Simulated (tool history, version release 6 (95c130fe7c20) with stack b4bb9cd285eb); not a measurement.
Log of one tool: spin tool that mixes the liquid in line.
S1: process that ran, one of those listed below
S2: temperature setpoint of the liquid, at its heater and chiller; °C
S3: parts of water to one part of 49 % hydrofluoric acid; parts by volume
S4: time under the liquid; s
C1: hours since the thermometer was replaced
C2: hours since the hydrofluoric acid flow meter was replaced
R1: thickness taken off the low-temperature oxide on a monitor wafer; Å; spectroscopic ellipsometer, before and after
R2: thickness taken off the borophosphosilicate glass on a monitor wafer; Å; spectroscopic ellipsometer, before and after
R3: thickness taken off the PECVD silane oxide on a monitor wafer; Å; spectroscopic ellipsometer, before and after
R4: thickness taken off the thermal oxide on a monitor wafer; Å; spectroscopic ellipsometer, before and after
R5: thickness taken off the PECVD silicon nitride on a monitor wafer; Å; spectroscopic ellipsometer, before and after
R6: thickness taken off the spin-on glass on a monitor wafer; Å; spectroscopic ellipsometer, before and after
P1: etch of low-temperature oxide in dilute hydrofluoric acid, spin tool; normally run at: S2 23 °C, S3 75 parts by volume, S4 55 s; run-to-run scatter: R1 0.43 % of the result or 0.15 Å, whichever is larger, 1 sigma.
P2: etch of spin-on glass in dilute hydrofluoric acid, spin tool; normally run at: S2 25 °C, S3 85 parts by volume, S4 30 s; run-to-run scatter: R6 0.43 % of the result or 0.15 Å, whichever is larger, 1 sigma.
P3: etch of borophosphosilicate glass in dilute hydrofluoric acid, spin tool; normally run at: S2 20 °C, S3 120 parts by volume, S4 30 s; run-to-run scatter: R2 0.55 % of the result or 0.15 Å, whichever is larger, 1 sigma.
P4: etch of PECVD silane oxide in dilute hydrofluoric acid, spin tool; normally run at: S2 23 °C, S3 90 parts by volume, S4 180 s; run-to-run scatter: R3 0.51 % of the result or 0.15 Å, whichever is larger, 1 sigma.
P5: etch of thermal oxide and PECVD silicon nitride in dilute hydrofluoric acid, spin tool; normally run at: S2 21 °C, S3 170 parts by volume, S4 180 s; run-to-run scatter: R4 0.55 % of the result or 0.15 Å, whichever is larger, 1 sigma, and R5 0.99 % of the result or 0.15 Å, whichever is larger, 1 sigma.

Run 1, hour 8.4: S1 P1, S2 23 °C, S3 75 parts by volume, S4 55 s; C1 290.1; C2 905.4. Result: R1 265.03 Å.
Run 2, hour 19.3: S1 P3, S2 17 °C, S3 120 parts by volume, S4 30 s; C1 301; C2 916.3. Result: R2 67.858 Å.
Run 3, hour 27.2: S1 P4, S2 23 °C, S3 90 parts by volume, S4 90 s; C1 308.9; C2 924.2. Result: R3 202.58 Å.
Run 4, hour 33: S1 P1, S2 23 °C, S3 75 parts by volume, S4 55 s; C1 314.7; C2 930. Result: R1 266.64 Å.
Run 5, hour 39.9: S1 P5, S2 21 °C, S3 280 parts by volume, S4 180 s; C1 321.6; C2 936.9. Result: R4 21.351 Å, R5 14.388 Å.
Run 6, hour 45.8: S1 P3, S2 20 °C, S3 120 parts by volume, S4 15 s; C1 327.5; C2 942.8. Result: R2 38.601 Å.
Run 7, hour 53.2: S1 P1, S2 23 °C, S3 75 parts by volume, S4 110 s; C1 334.9; C2 950.2. Result: R1 533.93 Å.
Run 8, hour 58.4: S1 P1, S2 23 °C, S3 75 parts by volume, S4 55 s; C1 340.1; C2 955.4. Result: R1 266.25 Å.
Run 9, hour 69.4: S1 P1, S2 28 °C, S3 125 parts by volume, S4 55 s; C1 351.1; C2 966.4. Result: R1 182.36 Å.
Run 10, hour 75.6: S1 P1, S2 23 °C, S3 75 parts by volume, S4 55 s; C1 357.3; C2 972.6. Result: R1 267.45 Å.
Run 11, hour 80.6: S1 P3, S2 20 °C, S3 120 parts by volume, S4 30 s; C1 362.3; C2 977.6. Result: R2 76.552 Å.
Run 12, hour 86.6: S1 P2, S2 25 °C, S3 135 parts by volume, S4 30 s; C1 368.3; C2 983.6. Result: R6 64.815 Å.
Run 13, hour 96.8: S1 P1, S2 23 °C, S3 45 parts by volume, S4 55 s; C1 378.5; C2 993.8. Result: R1 458.54 Å.
Run 14, hour 103.3: S1 P1, S2 23 °C, S3 135 parts by volume, S4 55 s; C1 385; C2 1000.3. Result: R1 136.74 Å.
At hour 110.8: thermometer replaced.
Run 15, hour 113: S1 P5, S2 21 °C, S3 170 parts by volume, S4 85 s; C1 2.3; C2 1010. Result: R4 18.654 Å, R5 10.638 Å.
Run 16, hour 118.7: S1 P4, S2 19 °C, S3 90 parts by volume, S4 180 s; C1 8; C2 1015.7. Result: R3 345.38 Å.
Run 17, hour 127.2: S1 P1, S2 17 °C, S3 75 parts by volume, S4 55 s; C1 16.5; C2 1024.2. Result: R1 207.48 Å.
Run 18, hour 136.2: S1 P5, S2 26.5 °C, S3 170 parts by volume, S4 180 s; C1 25.5; C2 1033.2. Result: R4 48.11 Å, R5 32.564 Å.
Run 19, hour 144.6: S1 P3, S2 20 °C, S3 170 parts by volume, S4 30 s; C1 33.9; C2 1041.6. Result: R2 52.457 Å.
Run 20, hour 152.3: S1 P5, S2 21 °C, S3 170 parts by volume, S4 180 s; C1 41.6; C2 1049.3. Result: R4 39.441 Å, R5 23.074 Å.
Run 21, hour 158.3: S1 P2, S2 25 °C, S3 85 parts by volume, S4 30 s; C1 47.6; C2 1055.3. Result: R6 110.17 Å.
Run 22, hour 168.8: S1 P2, S2 25 °C, S3 85 parts by volume, S4 50 s; C1 58.1; C2 1065.8. Result: R6 181.56 Å.
Run 23, hour 177.5: S1 P2, S2 32.5 °C, S3 85 parts by volume, S4 30 s; C1 66.8; C2 1074.5. Result: R6 146.49 Å.
Run 24, hour 184.4: S1 P1, S2 30.5 °C, S3 75 parts by volume, S4 55 s; C1 73.7; C2 1081.4. Result: R1 355.82 Å.
Run 25, hour 193.1: S1 P4, S2 23 °C, S3 90 parts by volume, S4 180 s; C1 82.4; C2 1090.1. Result: R3 406.78 Å.
Run 26, hour 200: S1 P4, S2 23 °C, S3 55 parts by volume, S4 180 s; C1 89.3; C2 1097. Result: R3 688.59 Å.
Run 27, hour 209.8: S1 P4, S2 23 °C, S3 90 parts by volume, S4 180 s; C1 99.1; C2 1106.8. Result: R3 408.33 Å.
Run 28, hour 220.4: S1 P1, S2 23 °C, S3 75 parts by volume, S4 15 s; C1 109.7; C2 1117.4. Result: R1 72.254 Å.
Run 29, hour 227.7: S1 P1, S2 23 °C, S3 75 parts by volume, S4 55 s; C1 117; C2 1124.7. Result: R1 266.74 Å.
Run 30, hour 238.3: S1 P1, S2 23 °C, S3 75 parts by volume, S4 55 s; C1 127.6; C2 1135.3. Result: R1 254.54 Å.
Run 31, hour 244.7: S1 P1, S2 23 °C, S3 75 parts by volume, S4 55 s; C1 134; C2 1141.7. Result: R1 252.71 Å.
Run 32, hour 251.2: S1 P1, S2 23 °C, S3 75 parts by volume, S4 55 s; C1 140.5; C2 1148.2. Result: R1 251.65 Å.
Run 33, hour 260.8: S1 P1, S2 23 °C, S3 75 parts by volume, S4 55 s; C1 150.1; C2 1157.8. Result: R1 250.67 Å.
Run 34, hour 266.8: S1 P1, S2 23 °C, S3 75 parts by volume, S4 55 s; C1 156.1; C2 1163.8. Result: R1 250.01 Å.
Run 35, hour 271.8: S1 P1, S2 23 °C, S3 75 parts by volume, S4 55 s; C1 161.1; C2 1168.8. Result: R1 249.1 Å.
Run 36, hour 278.4: S1 P1, S2 23 °C, S3 75 parts by volume, S4 55 s; C1 167.7; C2 1175.4. Result: R1 249.1 Å.

What P1 gives has crept away from where it was. These 2 causes fit the log equally well, each at the size given:
A: liquid colder than its thermometer reads (K) = 1.58
B: hydrofluoric acid flow below the setpoint (%) = 5.73
The creep began at about hour 227.7.

4 check runs are offered, each on 5 wafers whose results are averaged, their results left as question marks. Which one tells the causes apart?
Run check 1, hour 285: S1 P5, S2 21 °C, S3 170 parts by volume, S4 180 s. Result: R4 ?, R5 ?.
Run check 2, hour 285: S1 P4, S2 23 °C, S3 90 parts by volume, S4 180 s. Result: R3 ?.
Run check 3, hour 285: S1 P3, S2 20 °C, S3 120 parts by volume, S4 30 s. Result: R2 ?.
Run check 4, hour 285: S1 P2, S2 25 °C, S3 85 parts by volume, S4 30 s. Result: R6 ?.

What each check would give under each cause:
  check  result    if A    if B
check 1      R4  36.794  36.513
check 1      R5  20.823  21.824
check 2      R3  381.62  381.02
check 3      R2  72.459  72.293
check 4      R6  102.82  102.57
How far apart the two closest causes lie, in the result that separates them most: check 1 4.7 %; check 2 0.16 %; check 3 0.23 %; check 4 0.25 %
Only check 1 tells the causes apart: in the others they would give nearly the same result.

Then check 1 was run and gave: R4 36.411 Å; R5 21.872 Å. Which cause is it?

It is B: hydrofluoric acid flow below the setpoint (%).
